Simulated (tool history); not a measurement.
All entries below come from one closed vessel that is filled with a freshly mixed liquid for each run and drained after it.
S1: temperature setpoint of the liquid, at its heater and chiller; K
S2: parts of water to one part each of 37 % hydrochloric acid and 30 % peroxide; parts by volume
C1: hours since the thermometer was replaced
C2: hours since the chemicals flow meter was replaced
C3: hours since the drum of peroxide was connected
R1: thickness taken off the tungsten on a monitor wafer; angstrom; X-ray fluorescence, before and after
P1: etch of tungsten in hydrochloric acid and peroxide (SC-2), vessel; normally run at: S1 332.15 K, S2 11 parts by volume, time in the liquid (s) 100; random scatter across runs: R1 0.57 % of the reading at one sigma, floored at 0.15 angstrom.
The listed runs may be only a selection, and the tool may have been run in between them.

run 1 hour=3.5 | S1=332.15 S2=11 time_in_the_liquid_(s)=100 | C1=1187.7 C2=1314.5 C3=187.3 | R1=247.44
run 2 hour=9.5 | S1=332.15 S2=4 time_in_the_liquid_(s)=100 | C1=1193.7 C2=1320.5 C3=193.3 | R1=542.59
run 3 hour=15.5 | S1=332.15 S2=11 time_in_the_liquid_(s)=30 | C1=1199.7 C2=1326.5 C3=199.3 | R1=74.003
run 4 hour=20.8 | S1=332.15 S2=11 time_in_the_liquid_(s)=180 | C1=1205 C2=1331.8 C3=204.6 | R1=445.48
run 5 hour=24.5 | S1=332.15 S2=18.5 time_in_the_liquid_(s)=100 | C1=1208.7 C2=1335.5 C3=208.3 | R1=158.23
run 6 hour=31.5 | S1=315.15 S2=11 time_in_the_liquid_(s)=100 | C1=1215.7 C2=1342.5 C3=215.3 | R1=80.104
run 7 hour=37.8 | S1=322.15 S2=4.5 time_in_the_liquid_(s)=100 | C1=1222 C2=1348.8 C3=221.6 | R1=261.53
run 8 hour=41.6 | S1=332.15 S2=11 time_in_the_liquid_(s)=100 | C1=1225.8 C2=1352.6 C3=225.4 | R1=249.46
run 9 hour=47 | S1=345.15 S2=11 time_in_the_liquid_(s)=100 | C1=1231.2 C2=1358 C3=230.8 | R1=552.46
run 10 hour=52.7 | S1=332.15 S2=11 time_in_the_liquid_(s)=100 | C1=1236.9 C2=1363.7 C3=236.5 | R1=249.49
run 11 hour=60.1 | S1=332.15 S2=11 time_in_the_liquid_(s)=100 | C1=1244.3 C2=1371.1 C3=243.9 | R1=247.22
run 12 hour=66.4 | S1=332.15 S2=11 time_in_the_liquid_(s)=100 | C1=1250.6 C2=1377.4 C3=250.2 | R1=248.81
run 13 hour=71.3 | S1=332.15 S2=11 time_in_the_liquid_(s)=100 | C1=1255.5 C2=1382.3 C3=255.1 | R1=246.35
run 14 hour=75.4 | S1=332.15 S2=11 time_in_the_liquid_(s)=100 | C1=1259.6 C2=1386.4 C3=259.2 | R1=242.68
run 15 hour=80.2 | S1=332.15 S2=11 time_in_the_liquid_(s)=100 | C1=1264.4 C2=1391.2 C3=264 | R1=239.2
run 16 hour=84.4 | S1=332.15 S2=11 time_in_the_liquid_(s)=100 | C1=1268.6 C2=1395.4 C3=268.2 | R1=237.56
run 17 hour=91.3 | S1=332.15 S2=11 time_in_the_liquid_(s)=100 | C1=1275.5 C2=1402.3 C3=275.1 | R1=236.45
run 18 hour=96.2 | S1=332.15 S2=11 time_in_the_liquid_(s)=100 | C1=1280.4 C2=1407.2 C3=280 | R1=232.96
run 19 hour=102.6 | S1=332.15 S2=11 time_in_the_liquid_(s)=100 | C1=1286.8 C2=1413.6 C3=286.4 | R1=230.1

Forecast run 20:
-- hour=106.7 new drum of peroxide connected
run 20 hour=109.1 | S1=332.15 S2=11 time_in_the_liquid_(s)=100 | C1=1293.3 C2=1420.1 C3=2.4 | R1=?

Run 20 came out at R1 232.7 angstrom.
